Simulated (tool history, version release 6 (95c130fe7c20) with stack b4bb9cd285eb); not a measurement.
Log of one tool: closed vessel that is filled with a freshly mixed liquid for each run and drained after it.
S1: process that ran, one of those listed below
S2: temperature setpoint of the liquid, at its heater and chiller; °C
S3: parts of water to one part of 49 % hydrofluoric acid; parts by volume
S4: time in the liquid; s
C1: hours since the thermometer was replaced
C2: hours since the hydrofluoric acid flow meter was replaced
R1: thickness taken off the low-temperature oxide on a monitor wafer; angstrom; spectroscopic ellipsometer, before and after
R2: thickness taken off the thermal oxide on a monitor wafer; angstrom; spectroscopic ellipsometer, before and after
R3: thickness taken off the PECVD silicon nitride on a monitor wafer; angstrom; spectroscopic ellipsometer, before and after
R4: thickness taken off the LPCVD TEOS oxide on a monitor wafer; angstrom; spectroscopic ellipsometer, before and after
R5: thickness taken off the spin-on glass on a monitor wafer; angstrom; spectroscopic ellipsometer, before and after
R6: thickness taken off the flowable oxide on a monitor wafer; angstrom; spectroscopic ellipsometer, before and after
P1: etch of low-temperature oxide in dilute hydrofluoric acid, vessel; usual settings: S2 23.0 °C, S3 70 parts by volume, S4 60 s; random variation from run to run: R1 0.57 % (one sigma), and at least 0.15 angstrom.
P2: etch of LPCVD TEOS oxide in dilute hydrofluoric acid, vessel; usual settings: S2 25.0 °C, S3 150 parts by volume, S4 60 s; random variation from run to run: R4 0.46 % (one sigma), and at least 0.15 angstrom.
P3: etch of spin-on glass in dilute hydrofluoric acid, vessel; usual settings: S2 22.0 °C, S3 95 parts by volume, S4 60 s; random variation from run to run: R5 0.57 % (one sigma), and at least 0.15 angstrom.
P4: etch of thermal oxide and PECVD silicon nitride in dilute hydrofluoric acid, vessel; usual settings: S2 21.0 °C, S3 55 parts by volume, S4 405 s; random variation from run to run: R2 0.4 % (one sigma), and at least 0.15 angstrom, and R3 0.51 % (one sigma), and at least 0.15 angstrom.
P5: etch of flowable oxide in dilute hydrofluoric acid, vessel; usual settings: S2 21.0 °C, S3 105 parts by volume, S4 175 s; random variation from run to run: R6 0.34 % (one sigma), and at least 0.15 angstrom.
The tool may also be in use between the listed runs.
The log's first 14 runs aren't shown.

Run 15, hour 49.8: S1 P3, S2 22.0 °C, S3 95 parts by volume, S4 120 s; C1 462.7; C2 597.0. Result: R5 307.01 angstrom.
Run 16, hour 53.5: S1 P4, S2 21.0 °C, S3 55 parts by volume, S4 785 s; C1 466.4; C2 600.7. Result: R2 606.43 angstrom, R3 271.150 angstrom.
Run 17, hour 57.3: S1 P3, S2 22.0 °C, S3 95 parts by volume, S4 60 s; C1 470.2; C2 604.5. Result: R5 153.94 angstrom.
Run 18, hour 60.4: S1 P1, S2 23.0 °C, S3 115 parts by volume, S4 60 s; C1 473.3; C2 607.6. Result: R1 126.06 angstrom.
Run 19, hour 65.3: S1 P5, S2 21.0 °C, S3 105 parts by volume, S4 55 s; C1 478.2; C2 612.5. Result: R6 134.04 angstrom.
Run 20, hour 68.8: S1 P1, S2 29.5 °C, S3 70 parts by volume, S4 60 s; C1 481.7; C2 616.0. Result: R1 282.67 angstrom.
Run 21, hour 72.0: S1 P2, S2 25.0 °C, S3 50 parts by volume, S4 60 s; C1 484.9; C2 619.2. Result: R4 578.080 angstrom.
Run 22, hour 74.5: S1 P1, S2 23.0 °C, S3 70 parts by volume, S4 60 s; C1 487.4; C2 621.7. Result: R1 219.30 angstrom.
Run 23, hour 78.5: S1 P1, S2 23.0 °C, S3 70 parts by volume, S4 60 s; C1 491.4; C2 625.7. Result: R1 220.34 angstrom.
Run 24, hour 81.6: S1 P1, S2 23.0 °C, S3 70 parts by volume, S4 60 s; C1 494.5; C2 628.8. Result: R1 219.61 angstrom.
Run 25, hour 84.0: S1 P1, S2 23.0 °C, S3 70 parts by volume, S4 60 s; C1 496.9; C2 631.2. Result: R1 216.69 angstrom.
Run 26, hour 86.4: S1 P5, S2 21.0 °C, S3 105 parts by volume, S4 175 s; C1 499.3; C2 633.6. Result: R6 427.36 angstrom.
Run 27, hour 89.7: S1 P5, S2 17.0 °C, S3 105 parts by volume, S4 175 s; C1 502.6; C2 636.9. Result: R6 362.36 angstrom.

Forecast run 28:
Run 28, hour 92.0: S1 P1, S2 23.0 °C, S3 70 parts by volume, S4 60 s; C1 504.9; C2 639.2. Result: R1 ?.

R1: 218.10 angstrom
